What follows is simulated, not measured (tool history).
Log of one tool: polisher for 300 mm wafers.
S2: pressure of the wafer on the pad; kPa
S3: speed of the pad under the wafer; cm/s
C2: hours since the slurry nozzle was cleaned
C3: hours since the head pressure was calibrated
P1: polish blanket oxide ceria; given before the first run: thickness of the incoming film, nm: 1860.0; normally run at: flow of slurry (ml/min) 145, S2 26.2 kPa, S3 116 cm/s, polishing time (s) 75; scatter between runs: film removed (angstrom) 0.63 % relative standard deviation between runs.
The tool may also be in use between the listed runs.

Run 1, day 0.083: flow of slurry (ml/min) 145, S2 26.2 kPa, S3 116 cm/s, polishing time (s) 75; wafers polished on this pad 215; C2 315.2; C3 719.5. Result: film removed (angstrom) 4950.2.
Run 2, day 0.208: flow of slurry (ml/min) 145, S2 14.5 kPa, S3 116 cm/s, polishing time (s) 75; wafers polished on this pad 234; C2 318.2; C3 722.5. Result: film removed (angstrom) 2715.2.
Run 3, day 0.312: flow of slurry (ml/min) 145, S2 26.2 kPa, S3 182 cm/s, polishing time (s) 75; wafers polished on this pad 250; C2 320.7; C3 725.0. Result: film removed (angstrom) 7602.4.
Run 4, day 0.475: flow of slurry (ml/min) 145, S2 26.2 kPa, S3 116 cm/s, polishing time (s) 75; wafers polished on this pad 274; C2 324.6; C3 728.9. Result: film removed (angstrom) 4916.3.
Run 5, day 0.583: flow of slurry (ml/min) 85, S2 26.2 kPa, S3 116 cm/s, polishing time (s) 75; wafers polished on this pad 291; C2 327.2; C3 731.5. Result: film removed (angstrom) 4330.1.
Run 6, day 0.762: flow of slurry (ml/min) 145, S2 26.2 kPa, S3 116 cm/s, polishing time (s) 75; wafers polished on this pad 318; C2 331.5; C3 735.8. Result: film removed (angstrom) 4905.0.
Run 7, day 0.933: flow of slurry (ml/min) 145, S2 26.2 kPa, S3 116 cm/s, polishing time (s) 75; wafers polished on this pad 344; C2 335.6; C3 739.9. Result: film removed (angstrom) 4867.9.
Run 8, day 1.038: flow of slurry (ml/min) 145, S2 26.2 kPa, S3 116 cm/s, polishing time (s) 75; wafers polished on this pad 360; C2 338.1; C3 742.4. Result: film removed (angstrom) 4866.5.
Run 9, day 1.183: flow of slurry (ml/min) 145, S2 26.2 kPa, S3 116 cm/s, polishing time (s) 47; wafers polished on this pad 382; C2 341.6; C3 745.9. Result: film removed (angstrom) 3050.9.
Run 10, day 1.317: flow of slurry (ml/min) 145, S2 26.2 kPa, S3 116 cm/s, polishing time (s) 75; wafers polished on this pad 402; C2 344.8; C3 749.1. Result: film removed (angstrom) 4902.5.
Run 11, day 1.458: flow of slurry (ml/min) 205, S2 26.2 kPa, S3 90 cm/s, polishing time (s) 75; wafers polished on this pad 423; C2 348.2; C3 752.5. Result: film removed (angstrom) 3977.3.
Run 12, day 1.562: flow of slurry (ml/min) 145, S2 26.2 kPa, S3 52 cm/s, polishing time (s) 75; wafers polished on this pad 439; C2 350.7; C3 755.0. Result: film removed (angstrom) 2211.7.
Run 13, day 1.671: flow of slurry (ml/min) 145, S2 26.2 kPa, S3 116 cm/s, polishing time (s) 75; wafers polished on this pad 456; C2 353.3; C3 757.6. Result: film removed (angstrom) 4925.2.
Run 14, day 1.758: flow of slurry (ml/min) 145, S2 40.7 kPa, S3 116 cm/s, polishing time (s) 75; wafers polished on this pad 469; C2 355.4; C3 759.7. Result: film removed (angstrom) 7616.7.
Run 15, day 1.900: flow of slurry (ml/min) 205, S2 26.2 kPa, S3 116 cm/s, polishing time (s) 75; wafers polished on this pad 490; C2 358.8; C3 763.1. Result: film removed (angstrom) 5155.4.
Run 16, day 2.033: flow of slurry (ml/min) 145, S2 26.2 kPa, S3 116 cm/s, polishing time (s) 117; wafers polished on this pad 511; C2 362.0; C3 766.3. Result: film removed (angstrom) 7611.4.
Run 17, day 2.179: flow of slurry (ml/min) 145, S2 26.2 kPa, S3 116 cm/s, polishing time (s) 75; wafers polished on this pad 533; C2 365.5; C3 769.8. Result: film removed (angstrom) 4911.7.
Run 18, day 2.333: flow of slurry (ml/min) 145, S2 26.2 kPa, S3 116 cm/s, polishing time (s) 75; wafers polished on this pad 556; C2 369.2; C3 773.5. Result: film removed (angstrom) 4748.7.
Run 19, day 2.417: flow of slurry (ml/min) 145, S2 26.2 kPa, S3 116 cm/s, polishing time (s) 75; wafers polished on this pad 569; C2 371.2; C3 775.5. Result: film removed (angstrom) 4672.2.
Run 20, day 2.567: flow of slurry (ml/min) 145, S2 26.2 kPa, S3 116 cm/s, polishing time (s) 75; wafers polished on this pad 592; C2 374.8; C3 779.1. Result: film removed (angstrom) 4620.7.
Run 21, day 2.725: flow of slurry (ml/min) 145, S2 26.2 kPa, S3 116 cm/s, polishing time (s) 75; wafers polished on this pad 616; C2 378.6; C3 782.9. Result: film removed (angstrom) 4570.4.
Run 22, day 2.846: flow of slurry (ml/min) 145, S2 26.2 kPa, S3 116 cm/s, polishing time (s) 75; wafers polished on this pad 634; C2 381.5; C3 785.8. Result: film removed (angstrom) 4559.3.
Run 23, day 2.933: flow of slurry (ml/min) 145, S2 26.2 kPa, S3 116 cm/s, polishing time (s) 75; wafers polished on this pad 647; C2 383.6; C3 787.9. Result: film removed (angstrom) 4535.4.
At day 3.008: head pressure recalibrated.
Run 24, day 3.042: flow of slurry (ml/min) 145, S2 26.2 kPa, S3 116 cm/s, polishing time (s) 75; wafers polished on this pad 664; C2 386.2; C3 0.9. Result: film removed (angstrom) 4542.4.
Run 25, day 3.200: flow of slurry (ml/min) 145, S2 26.2 kPa, S3 116 cm/s, polishing time (s) 75; wafers polished on this pad 688; C2 390.0; C3 4.7. Result: film removed (angstrom) 4453.2.
Run 26, day 3.279: flow of slurry (ml/min) 145, S2 26.2 kPa, S3 116 cm/s, polishing time (s) 75; wafers polished on this pad 700; C2 391.9; C3 6.6. Result: film removed (angstrom) 4504.0.
Run 27, day 3.404: flow of slurry (ml/min) 145, S2 26.2 kPa, S3 116 cm/s, polishing time (s) 75; wafers polished on this pad 719; C2 394.9; C3 9.6. Result: film removed (angstrom) 4510.7.
Run 28, day 3.542: flow of slurry (ml/min) 145, S2 26.2 kPa, S3 116 cm/s, polishing time (s) 75; wafers polished on this pad 740; C2 398.2; C3 12.9. Result: film removed (angstrom) 4514.5.

What P1 gives has crept off from where it sat before. The 2 causes that follow fit the log equally well, each at the size noted:
A: slurry flow missing at the pad, % = 32.3
B: removal rate lost through wear of the pad, % = 7.97
At approximately day 2.179, the process output began to creep.
Why every other cause is out:
head's pressure below its setpoint, %: maintenance at day 3.008, after the shift began, did not return the process to its former output

Listed below are the offered check runs, one wafer per run, with question marks in place of results. For which of them would the causes give clearly different outcomes?
Run check 1, day 3.679: flow of slurry (ml/min) 85, S2 26.2 kPa, S3 180 cm/s, polishing time (s) 75. Result: film removed (angstrom) ?.
Run check 2, day 3.679: flow of slurry (ml/min) 145, S2 32.4 kPa, S3 116 cm/s, polishing time (s) 115. Result: film removed (angstrom) ?.
Run check 3, day 3.679: flow of slurry (ml/min) 145, S2 26.2 kPa, S3 116 cm/s, polishing time (s) 106. Result: film removed (angstrom) ?.
Run check 4, day 3.679: flow of slurry (ml/min) 145, S2 40.0 kPa, S3 58 cm/s, polishing time (s) 75. Result: film removed (angstrom) ?.

What every check run would give for each of its results, assuming each possible cause in turn:
  check                   result    if A    if B
check 1  film removed (angstrom)  5889.4  6186.1
check 2  film removed (angstrom)  8540.2  8542.0
check 3  film removed (angstrom)  6364.5  6365.8
check 4  film removed (angstrom)  3436.6  3437.4
Smallest distance between any two causes, each pair judged by its most separating result, in per cent: check 1 4.91 %; check 2 0.02 %; check 3 0.02 %; check 4 0.02 %
Check 1 distinguishes between the causes, while the remaining checks would return nearly the same result for all of them.

With check 1 done, the readings were: film removed (angstrom) 6197.7. Identify which of the listed causes applies.

It is B: removal rate lost through wear of the pad, %.
